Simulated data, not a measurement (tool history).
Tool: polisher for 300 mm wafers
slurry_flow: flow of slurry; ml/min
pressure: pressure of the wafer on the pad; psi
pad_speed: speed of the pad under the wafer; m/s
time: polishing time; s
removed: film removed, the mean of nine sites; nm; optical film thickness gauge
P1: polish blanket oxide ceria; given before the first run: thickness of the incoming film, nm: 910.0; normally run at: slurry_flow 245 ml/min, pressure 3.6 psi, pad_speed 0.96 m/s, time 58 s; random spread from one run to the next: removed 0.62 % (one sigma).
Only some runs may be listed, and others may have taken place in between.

| run | day | slurry_flow | pressure | pad_speed | time | wafers polished on this pad | hours since the slurry nozzle was cleaned | hours since the head pressure was calibrated | removed |
|---|---|---|---|---|---|---|---|---|---|
| 1 | 0.429 | 245 | 3.6 | 0.96 | 58 | 425 | 442.4 | 224.0 | 277.83 |
| 2 | 0.938 | 245 | 5.0 | 0.96 | 84 | 548 | 454.6 | 236.2 | 563.81 |
| 3 | 1.633 | 245 | 3.6 | 0.96 | 58 | 717 | 471.3 | 252.9 | 280.06 |
| 4 | 2.142 | 245 | 3.6 | 0.96 | 26 | 841 | 483.5 | 265.1 | 125.79 |
|  | 2.554 | slurry nozzle cleaned |
| 5 | 2.779 | 145 | 3.6 | 0.96 | 58 | 996 | 5.4 | 280.4 | 257.34 |
| 6 | 3.388 | 245 | 2.6 | 0.96 | 58 | 1143 | 20.0 | 295.0 | 201.94 |
| 7 | 3.775 | 245 | 3.6 | 0.96 | 58 | 1238 | 29.3 | 304.3 | 277.84 |
| 8 | 4.521 | 245 | 3.6 | 0.96 | 58 | 1419 | 47.2 | 322.2 | 282.60 |
| 9 | 4.917 | 385 | 3.6 | 0.96 | 58 | 1515 | 56.7 | 331.7 | 289.22 |
| 10 | 5.529 | 245 | 3.6 | 1.38 | 58 | 1664 | 71.4 | 346.4 | 399.67 |
| 11 | 6.038 | 245 | 3.6 | 0.68 | 58 | 1787 | 83.6 | 358.6 | 196.72 |
| 12 | 6.646 | 245 | 3.6 | 0.96 | 88 | 1935 | 98.2 | 373.2 | 416.70 |
|  | 6.912 | worn pad replaced by a new one |
| 13 | 7.233 | 245 | 5.3 | 0.96 | 82 | 78 | 112.3 | 387.3 | 582.54 |
| 14 | 7.671 | 245 | 3.6 | 0.96 | 58 | 184 | 122.8 | 397.8 | 277.71 |
| 15 | 8.246 | 245 | 5.6 | 0.96 | 58 | 324 | 136.6 | 411.6 | 430.83 |
| 16 | 8.579 | 245 | 3.6 | 0.96 | 58 | 405 | 144.6 | 419.6 | 280.64 |
| 17 | 9.117 | 245 | 3.6 | 0.96 | 58 | 535 | 157.5 | 432.5 | 281.93 |
| 18 | 9.483 | 245 | 3.6 | 0.96 | 58 | 624 | 166.3 | 441.3 | 274.47 |
| 19 | 9.883 | 245 | 3.6 | 0.96 | 58 | 721 | 175.9 | 450.9 | 272.88 |
| 20 | 10.596 | 245 | 3.6 | 0.96 | 58 | 894 | 193.0 | 468.0 | 267.51 |
| 21 | 11.029 | 245 | 3.6 | 0.96 | 58 | 1000 | 203.4 | 478.4 | 269.20 |
| 22 | 11.608 | 245 | 3.6 | 0.96 | 58 | 1140 | 217.3 | 492.3 | 267.56 |
| 23 | 11.962 | 245 | 3.6 | 0.96 | 58 | 1226 | 225.8 | 500.8 | 267.04 |

What will run 24 give?
| 24 | 12.438 | 245 | 3.6 | 0.96 | 58 | 1342 | 237.2 | 512.2 | ? |

{"run 24": {"removed": 271.41}}

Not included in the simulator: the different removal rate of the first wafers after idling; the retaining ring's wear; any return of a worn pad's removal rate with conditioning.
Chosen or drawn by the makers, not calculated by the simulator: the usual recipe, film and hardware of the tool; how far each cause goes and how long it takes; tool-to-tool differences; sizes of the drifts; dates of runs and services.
